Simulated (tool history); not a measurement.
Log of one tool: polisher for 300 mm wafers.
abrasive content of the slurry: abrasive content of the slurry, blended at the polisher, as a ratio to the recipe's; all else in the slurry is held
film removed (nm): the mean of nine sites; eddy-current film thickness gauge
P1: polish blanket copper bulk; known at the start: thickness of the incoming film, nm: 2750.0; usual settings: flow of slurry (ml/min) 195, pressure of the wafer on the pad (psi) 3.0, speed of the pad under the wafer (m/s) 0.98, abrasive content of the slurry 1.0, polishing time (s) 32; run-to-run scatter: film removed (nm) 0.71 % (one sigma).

run,hour,flow of slurry (ml/min),pressure of the wafer on the pad (psi),speed of the pad under the wafer (m/s),abrasive content of the slurry,polishing time (s),wafers polished on this pad,hours since the slurry nozzle was cleaned,hours since the head pressure was calibrated,hours since the slurry blender was calibrated,film removed (nm)
1,8.8,195,3.0,0.98,1.0,32,549,321.4,151.5,299.8,336.05
2,18.5,245,3.0,0.98,1.0,42,717,331.1,161.2,309.5,453.43
3,30.6,195,3.0,0.98,1.0,49,927,343.2,173.3,321.6,510.29
4,40.1,195,1.4,0.98,1.0,32,1092,352.7,182.8,331.1,157.43
5,47.1,275,3.0,0.98,1.0,32,1214,359.7,189.8,338.1,349.72
6,57.9,195,3.0,1.40,1.0,32,1402,370.5,200.6,348.9,481.37
7,66.8,195,3.0,0.98,1.0,32,1556,379.4,209.5,357.8,337.96
8,73.9,295,3.0,0.98,1.3,32,1679,386.5,216.6,364.9,371.15
9,85.1,195,3.0,0.98,1.0,15,1874,397.7,227.8,376.1,159.46
10,95.3,195,3.0,0.98,0.5,32,2051,407.9,238.0,386.3,294.89
11,103.5,195,3.0,0.98,1.0,32,2194,416.1,246.2,394.5,337.43
12,113.1,195,3.0,0.98,1.4,32,2360,425.7,255.8,404.1,360.71
13,120.1,115,3.0,0.98,1.0,32,2482,432.7,262.8,411.1,309.57
14,126.3,195,3.0,0.98,1.0,32,2590,438.9,269.0,417.3,336.89
15,133.7,195,3.8,0.98,1.0,32,2718,446.3,276.4,424.7,425.04
16,144.3,195,3.0,0.60,1.0,32,2902,456.9,287.0,435.3,206.04
17,150.2,195,3.0,0.98,1.0,32,3005,462.8,292.9,441.2,336.14
18,155.8,290,3.0,1.36,1.0,32,3102,468.4,298.5,446.8,489.74
19,163.9,195,3.0,0.98,1.0,32,3243,476.5,306.6,454.9,338.40
20,174.3,195,3.0,0.98,1.0,32,3423,486.9,317.0,465.3,329.15
21,186.4,195,3.0,0.98,1.0,32,3633,499.0,329.1,477.4,318.37
# hour 191.7: worn pad replaced by a new one
22,195.3,195,3.0,0.98,1.0,32,62,507.9,338.0,486.3,317.01
23,201.4,195,3.0,0.98,1.0,32,168,514.0,344.1,492.4,314.12
# hour 201.6: head pressure recalibrated
24,211.0,195,3.0,0.98,1.0,32,335,523.6,9.4,502.0,312.34
25,218.0,195,3.0,0.98,1.0,32,457,530.6,16.4,509.0,317.08
26,228.2,195,3.0,0.98,1.0,32,634,540.8,26.6,519.2,315.39

What P1 gives has crept away from where it was. These 2 causes fit the log equally well, each at the size given:
A: abrasive missing from the slurry, % = 29.6
B: slurry flow missing at the pad, % = 35.5
The creep began at about hour 163.9.
Why every other cause is out:
removal rate lost through wear of the pad, %: serviced at hour 191.7, which brought nothing back
head's pressure below its setpoint, %: serviced at hour 201.6, which brought nothing back

4 check runs are offered, each on 5 wafers whose results are averaged, their results left as question marks. Which one tells the causes apart?
check 1,238.4,195,1.8,0.98,1.0,42,,,,,?
check 2,238.4,195,3.0,0.72,1.0,49,,,,,?
check 3,238.4,195,3.0,0.98,0.7,16,,,,,?
check 4,238.4,145,3.0,0.98,1.0,47,,,,,?

What each check would give under each cause:
check,result,if A,if B
check 1,film removed (nm),246.59,246.58
check 2,film removed (nm),352.28,352.26
check 3,film removed (nm),145.76,145.28
check 4,film removed (nm),439.05,429.13
How far apart the two closest causes lie, in the result that separates them most: check 1 0 %; check 2 0 %; check 3 0.33 %; check 4 2.28 %
Check 4 tells the causes apart: in the others they would give nearly the same result.

Check 4 was then run and gave: film removed (nm) 439.92. Which cause is it?

It is A: abrasive missing from the slurry, %.
